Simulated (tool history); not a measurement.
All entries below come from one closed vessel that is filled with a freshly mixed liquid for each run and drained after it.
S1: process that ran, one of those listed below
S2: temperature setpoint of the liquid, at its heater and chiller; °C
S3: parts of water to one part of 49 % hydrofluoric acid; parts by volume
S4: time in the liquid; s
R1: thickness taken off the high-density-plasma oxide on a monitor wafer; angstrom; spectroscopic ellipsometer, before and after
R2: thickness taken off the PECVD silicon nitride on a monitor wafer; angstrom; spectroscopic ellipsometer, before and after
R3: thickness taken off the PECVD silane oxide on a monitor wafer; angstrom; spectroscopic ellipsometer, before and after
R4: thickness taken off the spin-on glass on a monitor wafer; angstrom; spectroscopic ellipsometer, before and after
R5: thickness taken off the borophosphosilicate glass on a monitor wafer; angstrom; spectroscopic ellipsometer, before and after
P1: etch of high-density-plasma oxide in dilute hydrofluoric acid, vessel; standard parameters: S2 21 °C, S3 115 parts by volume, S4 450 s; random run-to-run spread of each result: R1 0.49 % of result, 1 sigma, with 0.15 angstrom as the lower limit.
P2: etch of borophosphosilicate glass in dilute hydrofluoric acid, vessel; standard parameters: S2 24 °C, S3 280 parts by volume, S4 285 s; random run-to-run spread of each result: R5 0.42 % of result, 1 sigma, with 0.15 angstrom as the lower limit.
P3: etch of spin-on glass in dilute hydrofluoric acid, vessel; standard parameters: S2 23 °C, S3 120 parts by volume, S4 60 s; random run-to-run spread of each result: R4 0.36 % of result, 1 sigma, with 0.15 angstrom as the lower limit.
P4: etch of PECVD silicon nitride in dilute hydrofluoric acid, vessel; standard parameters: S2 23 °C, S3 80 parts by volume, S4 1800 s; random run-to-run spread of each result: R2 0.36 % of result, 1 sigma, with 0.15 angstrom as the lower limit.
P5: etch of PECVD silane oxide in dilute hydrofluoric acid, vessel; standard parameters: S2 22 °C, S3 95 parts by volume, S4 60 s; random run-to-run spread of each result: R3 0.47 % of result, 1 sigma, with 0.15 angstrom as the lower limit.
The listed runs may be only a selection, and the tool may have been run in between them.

run   hour  S1    S2   S3    S4      R1      R2      R3      R4      R5
  1    7.9  P1    21  115   450  175.85
  2     13  P4    17   80  1800          249.69
  3   20.4  P5    22   95    60                  86.467
  4   24.3  P1    21  115   895  348.92
  5   30.8  P1    21  115   450  174.27
  6   37.5  P3  27.5  120    60                          376.23
  7   43.6  P5    22   95   105                  152.23
  8   51.8  P2    24  280   285                                  418.26
  9   57.9  P2    24  280   440                                  646.63
 10   61.5  P2    24  170   285                                  777.09
 11   67.6  P3    23  215    60                          161.15
 12   74.8  P1    21  115   450  175.01
 13   82.1  P1    21  170   450  112.53
 14   87.1  P2    31  280   285                                   525.2
 15   93.5  P3    23  120    60                          317.12
 16  101.1  P3    23  120    30                          159.47
 17  106.2  P1    21  115   450   175.9
 18  113.1  P1    26  115   450  213.23
 19  117.9  P4    23   80  1800          373.68
 20  122.7  P5    22  150    60                  51.769
 21  126.8  P1    21  115   155  60.075
 22  132.6  P5    22   95    60                  86.777
 23    140  P2    24  280   285                                  416.76
 24  147.7  P1    21   45   250  268.99
 25  153.9  P4    23   80   945          196.33
 26  160.9  P1    21  115   450  175.95
 27  167.7  P1    21  115   450  175.92
 28    174  P1    17  115   450  148.86
 29  178.6  P5    17   95    60                  71.199
 30  185.8  P4    23   50  1800          594.58
 31  190.8  P1    21   55   450  393.64
 32  198.2  P1    21  115   450  174.79
 33  205.2  P1    21  115   450  181.94
 34  208.9  P1    21  115   450     182
 35  212.8  P1    21  115   450  184.43

Run 36 is up next; what results do you expect?
 36  220.4  P1  21  115  450   ?

{"run 36": {"R1": 186.24}}
